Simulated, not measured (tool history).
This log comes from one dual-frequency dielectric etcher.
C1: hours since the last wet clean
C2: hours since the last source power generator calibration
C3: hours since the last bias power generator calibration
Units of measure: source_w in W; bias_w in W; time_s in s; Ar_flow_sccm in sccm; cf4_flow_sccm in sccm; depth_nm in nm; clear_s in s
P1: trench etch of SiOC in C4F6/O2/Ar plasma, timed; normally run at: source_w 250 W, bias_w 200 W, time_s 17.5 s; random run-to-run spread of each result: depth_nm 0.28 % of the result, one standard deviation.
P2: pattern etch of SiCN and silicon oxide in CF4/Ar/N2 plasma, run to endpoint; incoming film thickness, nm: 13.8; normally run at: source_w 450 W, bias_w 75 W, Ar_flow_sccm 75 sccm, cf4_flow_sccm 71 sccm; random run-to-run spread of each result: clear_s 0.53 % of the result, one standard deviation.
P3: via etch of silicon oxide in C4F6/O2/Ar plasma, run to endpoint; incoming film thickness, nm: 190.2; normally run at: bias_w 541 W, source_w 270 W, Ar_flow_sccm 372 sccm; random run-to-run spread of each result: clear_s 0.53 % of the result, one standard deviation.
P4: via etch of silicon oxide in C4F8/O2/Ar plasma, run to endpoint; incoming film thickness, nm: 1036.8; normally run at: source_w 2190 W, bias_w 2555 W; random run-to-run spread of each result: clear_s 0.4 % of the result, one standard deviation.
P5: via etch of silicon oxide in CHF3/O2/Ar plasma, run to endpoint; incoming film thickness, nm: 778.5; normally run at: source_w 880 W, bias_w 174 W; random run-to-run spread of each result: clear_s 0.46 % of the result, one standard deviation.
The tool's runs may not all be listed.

{"run": 1, "hour": 7.9, "process": "P1", "source_w": 250, "bias_w": 200, "time_s": 17.5, "C1": 257.8, "C2": 2427.1, "C3": 867.6, "depth_nm": 31.35}
{"run": 2, "hour": 19.2, "process": "P1", "source_w": 200, "bias_w": 200, "time_s": 17.5, "C1": 269.1, "C2": 2438.4, "C3": 878.9, "depth_nm": 28.904}
{"run": 3, "hour": 26.1, "process": "P5", "source_w": 880, "bias_w": 174, "C1": 276.0, "C2": 2445.3, "C3": 885.8, "clear_s": 343.16}
{"run": 4, "hour": 36.2, "process": "P5", "source_w": 680, "bias_w": 174, "C1": 286.1, "C2": 2455.4, "C3": 895.9, "clear_s": 381.1}
{"run": 5, "hour": 43.6, "process": "P1", "source_w": 250, "bias_w": 200, "time_s": 17.5, "C1": 293.5, "C2": 2462.8, "C3": 903.3, "depth_nm": 31.483}
{"run": 6, "hour": 52.7, "process": "P3", "source_w": 270, "bias_w": 541, "Ar_flow_sccm": 372, "C1": 302.6, "C2": 2471.9, "C3": 912.4, "clear_s": 48.436}
{"run": 7, "hour": 64.7, "process": "P5", "source_w": 880, "bias_w": 209, "C1": 314.6, "C2": 2483.9, "C3": 924.4, "clear_s": 322.79}
{"run": 8, "hour": 76.5, "process": "P3", "source_w": 270, "bias_w": 541, "Ar_flow_sccm": 372, "C1": 326.4, "C2": 2495.7, "C3": 936.2, "clear_s": 49.042}
{"run": 9, "hour": 82.3, "process": "P4", "source_w": 2730, "bias_w": 2555, "C1": 332.2, "C2": 2501.5, "C3": 942.0, "clear_s": 169.41}
{"run": 10, "hour": 92.5, "process": "P1", "source_w": 300, "bias_w": 200, "time_s": 17.5, "C1": 342.4, "C2": 2511.7, "C3": 952.2, "depth_nm": 33.691}
{"run": 11, "hour": 101.0, "process": "P2", "source_w": 450, "bias_w": 75, "Ar_flow_sccm": 55, "cf4_flow_sccm": 71, "C1": 350.9, "C2": 2520.2, "C3": 960.7, "clear_s": 14.14}
{"run": 12, "hour": 113.2, "process": "P3", "source_w": 270, "bias_w": 640, "Ar_flow_sccm": 372, "C1": 363.1, "C2": 2532.4, "C3": 972.9, "clear_s": 45.562}
{"hour": 117.6, "done": "source power generator calibrated"}
{"run": 13, "hour": 123.9, "process": "P3", "source_w": 270, "bias_w": 541, "Ar_flow_sccm": 269, "C1": 373.8, "C2": 6.3, "C3": 983.6, "clear_s": 47.194}
{"run": 14, "hour": 130.9, "process": "P1", "source_w": 250, "bias_w": 159, "time_s": 21.0, "C1": 380.8, "C2": 13.3, "C3": 990.6, "depth_nm": 34.869}
{"run": 15, "hour": 142.7, "process": "P1", "source_w": 310, "bias_w": 122, "time_s": 17.5, "C1": 392.6, "C2": 25.1, "C3": 1002.4, "depth_nm": 29.212}
{"run": 16, "hour": 153.7, "process": "P4", "source_w": 2190, "bias_w": 2555, "C1": 403.6, "C2": 36.1, "C3": 1013.4, "clear_s": 184.71}
{"run": 17, "hour": 163.5, "process": "P1", "source_w": 320, "bias_w": 158, "time_s": 17.5, "C1": 413.4, "C2": 45.9, "C3": 1023.2, "depth_nm": 32.15}
{"run": 18, "hour": 171.7, "process": "P1", "source_w": 250, "bias_w": 200, "time_s": 10.5, "C1": 421.6, "C2": 54.1, "C3": 1031.4, "depth_nm": 18.85}
{"run": 19, "hour": 177.7, "process": "P2", "source_w": 450, "bias_w": 75, "Ar_flow_sccm": 75, "cf4_flow_sccm": 71, "C1": 427.6, "C2": 60.1, "C3": 1037.4, "clear_s": 14.828}
{"run": 20, "hour": 189.2, "process": "P1", "source_w": 250, "bias_w": 241, "time_s": 17.5, "C1": 439.1, "C2": 71.6, "C3": 1048.9, "depth_nm": 33.386}
{"run": 21, "hour": 200.1, "process": "P3", "source_w": 190, "bias_w": 541, "Ar_flow_sccm": 372, "C1": 450.0, "C2": 82.5, "C3": 1059.8, "clear_s": 55.621}
{"run": 22, "hour": 208.0, "process": "P4", "source_w": 2190, "bias_w": 2555, "C1": 457.9, "C2": 90.4, "C3": 1067.7, "clear_s": 184.02}
{"run": 23, "hour": 218.9, "process": "P2", "source_w": 560, "bias_w": 75, "Ar_flow_sccm": 75, "cf4_flow_sccm": 71, "C1": 468.8, "C2": 101.3, "C3": 1078.6, "clear_s": 12.104}
{"run": 24, "hour": 226.8, "process": "P1", "source_w": 250, "bias_w": 200, "time_s": 17.5, "C1": 476.7, "C2": 109.2, "C3": 1086.5, "depth_nm": 31.262}
{"run": 25, "hour": 235.3, "process": "P1", "source_w": 250, "bias_w": 200, "time_s": 17.5, "C1": 485.2, "C2": 117.7, "C3": 1095.0, "depth_nm": 31.22}
{"run": 26, "hour": 247.5, "process": "P4", "source_w": 2190, "bias_w": 2044, "C1": 497.4, "C2": 129.9, "C3": 1107.2, "clear_s": 196.46}

The next listed run, before its measurement:
{"run": 27, "hour": 258.7, "process": "P2", "source_w": 450, "bias_w": 90, "Ar_flow_sccm": 75, "cf4_flow_sccm": 71, "C1": 508.6, "C2": 141.1, "C3": 1118.4, "clear_s": "?"}

clear_s: 13.855 s
